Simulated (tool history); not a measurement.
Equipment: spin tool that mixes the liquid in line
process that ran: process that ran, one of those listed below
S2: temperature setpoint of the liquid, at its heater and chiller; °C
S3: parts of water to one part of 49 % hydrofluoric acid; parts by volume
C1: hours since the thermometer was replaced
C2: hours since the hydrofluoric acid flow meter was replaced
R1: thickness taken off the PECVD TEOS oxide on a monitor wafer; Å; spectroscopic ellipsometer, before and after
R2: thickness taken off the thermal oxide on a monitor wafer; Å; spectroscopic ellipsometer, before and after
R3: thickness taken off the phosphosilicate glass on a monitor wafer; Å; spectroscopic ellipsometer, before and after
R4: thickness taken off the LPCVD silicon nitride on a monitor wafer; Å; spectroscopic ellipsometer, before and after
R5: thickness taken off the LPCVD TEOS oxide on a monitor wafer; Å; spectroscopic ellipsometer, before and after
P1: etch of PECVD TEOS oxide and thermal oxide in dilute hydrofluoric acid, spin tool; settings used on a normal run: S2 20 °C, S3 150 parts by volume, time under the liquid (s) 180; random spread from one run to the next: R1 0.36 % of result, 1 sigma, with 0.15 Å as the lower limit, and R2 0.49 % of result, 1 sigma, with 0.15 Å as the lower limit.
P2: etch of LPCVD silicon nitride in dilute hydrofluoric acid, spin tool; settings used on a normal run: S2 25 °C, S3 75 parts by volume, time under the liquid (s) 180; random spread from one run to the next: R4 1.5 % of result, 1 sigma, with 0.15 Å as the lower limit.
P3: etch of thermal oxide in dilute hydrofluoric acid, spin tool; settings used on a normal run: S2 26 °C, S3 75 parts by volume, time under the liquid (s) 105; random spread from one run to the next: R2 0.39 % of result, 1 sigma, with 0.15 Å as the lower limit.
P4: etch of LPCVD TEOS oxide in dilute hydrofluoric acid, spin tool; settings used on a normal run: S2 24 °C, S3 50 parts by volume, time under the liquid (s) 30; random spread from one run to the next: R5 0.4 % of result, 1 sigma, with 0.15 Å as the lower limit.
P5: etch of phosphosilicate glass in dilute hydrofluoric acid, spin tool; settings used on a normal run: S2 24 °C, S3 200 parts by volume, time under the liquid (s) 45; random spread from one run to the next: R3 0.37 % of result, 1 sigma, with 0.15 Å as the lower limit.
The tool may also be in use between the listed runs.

{"run": 1, "hour": 12.5, "process that ran": "P1", "S2": 20, "S3": 150, "time under the liquid (s)": 180, "C1": 402.6, "C2": 100, "R1": 211.58, "R2": 43.47}
{"run": 2, "hour": 23.3, "process that ran": "P1", "S2": 20, "S3": 225, "time under the liquid (s)": 180, "C1": 413.4, "C2": 110.8, "R1": 130.66, "R2": 26.817}
{"run": 3, "hour": 31.2, "process that ran": "P5", "S2": 17, "S3": 200, "time under the liquid (s)": 45, "C1": 421.3, "C2": 118.7, "R3": 177.33}
{"run": 4, "hour": 37.8, "process that ran": "P2", "S2": 25, "S3": 75, "time under the liquid (s)": 180, "C1": 427.9, "C2": 125.3, "R4": 13.701}
{"run": 5, "hour": 47.5, "process that ran": "P5", "S2": 24, "S3": 200, "time under the liquid (s)": 45, "C1": 437.6, "C2": 135, "R3": 231.7}
{"run": 6, "hour": 56.0, "process that ran": "P1", "S2": 20, "S3": 150, "time under the liquid (s)": 180, "C1": 446.1, "C2": 143.5, "R1": 211.41, "R2": 43.177}
{"run": 7, "hour": 68.0, "process that ran": "P5", "S2": 24, "S3": 330, "time under the liquid (s)": 45, "C1": 458.1, "C2": 155.5, "R3": 122.66}
{"run": 8, "hour": 76.8, "process that ran": "P1", "S2": 20, "S3": 70, "time under the liquid (s)": 15, "C1": 466.9, "C2": 164.3, "R1": 41.491, "R2": 8.4412}
{"run": 9, "hour": 83.1, "process that ran": "P4", "S2": 24, "S3": 50, "time under the liquid (s)": 30, "C1": 473.2, "C2": 170.6, "R5": 133.23}
{"run": 10, "hour": 91.0, "process that ran": "P1", "S2": 20, "S3": 150, "time under the liquid (s)": 180, "C1": 481.1, "C2": 178.5, "R1": 209.85, "R2": 43.729}
{"run": 11, "hour": 97.9, "process that ran": "P3", "S2": 33.5, "S3": 75, "time under the liquid (s)": 105, "C1": 488, "C2": 185.4, "R2": 106.16}
{"run": 12, "hour": 104.8, "process that ran": "P1", "S2": 20, "S3": 150, "time under the liquid (s)": 335, "C1": 494.9, "C2": 192.3, "R1": 394.45, "R2": 80.994}
{"run": 13, "hour": 117.0, "process that ran": "P1", "S2": 20, "S3": 150, "time under the liquid (s)": 180, "C1": 507.1, "C2": 204.5, "R1": 211.41, "R2": 43.529}
{"run": 14, "hour": 122.9, "process that ran": "P1", "S2": 28, "S3": 215, "time under the liquid (s)": 180, "C1": 513, "C2": 210.4, "R1": 184.66, "R2": 37.682}
{"run": 15, "hour": 130.6, "process that ran": "P3", "S2": 26, "S3": 75, "time under the liquid (s)": 105, "C1": 520.7, "C2": 218.1, "R2": 79.837}
{"run": 16, "hour": 140.1, "process that ran": "P4", "S2": 29.5, "S3": 50, "time under the liquid (s)": 30, "C1": 530.2, "C2": 227.6, "R5": 166.92}
{"run": 17, "hour": 146.7, "process that ran": "P4", "S2": 24, "S3": 50, "time under the liquid (s)": 50, "C1": 536.8, "C2": 234.2, "R5": 222.27}
{"run": 18, "hour": 156.5, "process that ran": "P1", "S2": 23.5, "S3": 150, "time under the liquid (s)": 180, "C1": 546.6, "C2": 244, "R1": 242.38, "R2": 49.291}
{"hour": 159.1, "done": "thermometer replaced"}
{"run": 19, "hour": 168.2, "process that ran": "P3", "S2": 26, "S3": 75, "time under the liquid (s)": 105, "C1": 9.2, "C2": 255.7, "R2": 80.104}
{"run": 20, "hour": 174.4, "process that ran": "P1", "S2": 20, "S3": 150, "time under the liquid (s)": 180, "C1": 15.4, "C2": 261.9, "R1": 209.98, "R2": 43.455}
{"run": 21, "hour": 183.8, "process that ran": "P2", "S2": 19.5, "S3": 75, "time under the liquid (s)": 180, "C1": 24.8, "C2": 271.3, "R4": 9.2667}
{"run": 22, "hour": 189.5, "process that ran": "P1", "S2": 20, "S3": 25, "time under the liquid (s)": 180, "C1": 30.5, "C2": 277, "R1": 1470.9, "R2": 297.79}
{"run": 23, "hour": 199.2, "process that ran": "P1", "S2": 20, "S3": 150, "time under the liquid (s)": 180, "C1": 40.2, "C2": 286.7, "R1": 211.4, "R2": 43.646}
{"run": 24, "hour": 211.7, "process that ran": "P3", "S2": 26, "S3": 75, "time under the liquid (s)": 15, "C1": 52.7, "C2": 299.2, "R2": 11.229}
{"run": 25, "hour": 221.1, "process that ran": "P3", "S2": 26, "S3": 25, "time under the liquid (s)": 105, "C1": 62.1, "C2": 308.6, "R2": 255.57}
{"run": 26, "hour": 231.2, "process that ran": "P1", "S2": 20, "S3": 150, "time under the liquid (s)": 15, "C1": 72.2, "C2": 318.7, "R1": 17.429, "R2": 3.4523}
{"run": 27, "hour": 236.6, "process that ran": "P5", "S2": 24, "S3": 200, "time under the liquid (s)": 15, "C1": 77.6, "C2": 324.1, "R3": 77.387}
{"run": 28, "hour": 245.7, "process that ran": "P1", "S2": 17, "S3": 260, "time under the liquid (s)": 180, "C1": 86.7, "C2": 333.2, "R1": 97.903, "R2": 20.15}
{"run": 29, "hour": 254.4, "process that ran": "P4", "S2": 24, "S3": 85, "time under the liquid (s)": 30, "C1": 95.4, "C2": 341.9, "R5": 74.736}
{"run": 30, "hour": 260.8, "process that ran": "P5", "S2": 24, "S3": 200, "time under the liquid (s)": 45, "C1": 101.8, "C2": 348.3, "R3": 231.44}
{"run": 31, "hour": 268.0, "process that ran": "P2", "S2": 25, "S3": 35, "time under the liquid (s)": 180, "C1": 109, "C2": 355.5, "R4": 28.692}
{"run": 32, "hour": 274.7, "process that ran": "P1", "S2": 20, "S3": 150, "time under the liquid (s)": 180, "C1": 115.7, "C2": 362.2, "R1": 211.26, "R2": 43.089}
{"run": 33, "hour": 283.9, "process that ran": "P2", "S2": 25, "S3": 75, "time under the liquid (s)": 70, "C1": 124.9, "C2": 371.4, "R4": 5.3869}
{"run": 34, "hour": 295.1, "process that ran": "P1", "S2": 17, "S3": 150, "time under the liquid (s)": 180, "C1": 136.1, "C2": 382.6, "R1": 186.87, "R2": 38.032}
{"run": 35, "hour": 301.2, "process that ran": "P1", "S2": 20, "S3": 150, "time under the liquid (s)": 180, "C1": 142.2, "C2": 388.7, "R1": 211.7, "R2": 43.485}
{"run": 36, "hour": 312.4, "process that ran": "P1", "S2": 20, "S3": 150, "time under the liquid (s)": 180, "C1": 153.4, "C2": 399.9, "R1": 201.55, "R2": 41.122}
{"run": 37, "hour": 321.3, "process that ran": "P1", "S2": 20, "S3": 150, "time under the liquid (s)": 180, "C1": 162.3, "C2": 408.8, "R1": 197.53, "R2": 40.304}
{"run": 38, "hour": 327.1, "process that ran": "P1", "S2": 20, "S3": 150, "time under the liquid (s)": 180, "C1": 168.1, "C2": 414.6, "R1": 195.87, "R2": 39.808}
{"run": 39, "hour": 339.1, "process that ran": "P1", "S2": 20, "S3": 150, "time under the liquid (s)": 180, "C1": 180.1, "C2": 426.6, "R1": 194.47, "R2": 39.765}
{"run": 40, "hour": 344.6, "process that ran": "P1", "S2": 20, "S3": 150, "time under the liquid (s)": 180, "C1": 185.6, "C2": 432.1, "R1": 192.54, "R2": 39.649}
{"run": 41, "hour": 355.6, "process that ran": "P1", "S2": 20, "S3": 150, "time under the liquid (s)": 180, "C1": 196.6, "C2": 443.1, "R1": 192.82, "R2": 39.532}

The log shows P1 creeping away from where it was. Any of the 2 causes listed here, at the size stated for it, fits the log just as well as the others:
A: hydrofluoric acid flow below the setpoint (%) = 7.47
B: liquid colder than its thermometer reads (K) = 2.24
The onset of the drift is placed at about hour 301.2.

Which of the 4 check runs listed below, each an average over 5 wafers with its results shown as question marks, gives clearly different results under the different listed causes?
{"run": "check 1", "hour": 366.6, "process that ran": "P4", "S2": 24, "S3": 85, "time under the liquid (s)": 30, "R5": "?"}
{"run": "check 2", "hour": 366.6, "process that ran": "P2", "S2": 20.5, "S3": 75, "time under the liquid (s)": 180, "R4": "?"}
{"run": "check 3", "hour": 366.6, "process that ran": "P5", "S2": 17, "S3": 200, "time under the liquid (s)": 20, "R3": "?"}
{"run": "check 4", "hour": 366.6, "process that ran": "P3", "S2": 33, "S3": 75, "time under the liquid (s)": 105, "R2": "?"}

How each check would come out, cause by cause:
check=check_1 result=R5 if_A=68.551 if_B=68.248
check=check_2 result=R4 if_A=9.2287 if_B=8.5278
check=check_3 result=R3 if_A=71.787 if_B=71.924
check=check_4 result=R2 if_A=95.942 if_B=96.193
How far apart the two closest causes lie, in the result that separates them most: check 1 0.44 %; check 2 7.9 %; check 3 0.19 %; check 4 0.26 %
Only check 2 tells the causes apart: in the others they would give nearly the same result.

After running check 2, the following was obtained: R4 8.6396 Å. Which cause does this point to?

It was cause B: liquid colder than its thermometer reads (K).

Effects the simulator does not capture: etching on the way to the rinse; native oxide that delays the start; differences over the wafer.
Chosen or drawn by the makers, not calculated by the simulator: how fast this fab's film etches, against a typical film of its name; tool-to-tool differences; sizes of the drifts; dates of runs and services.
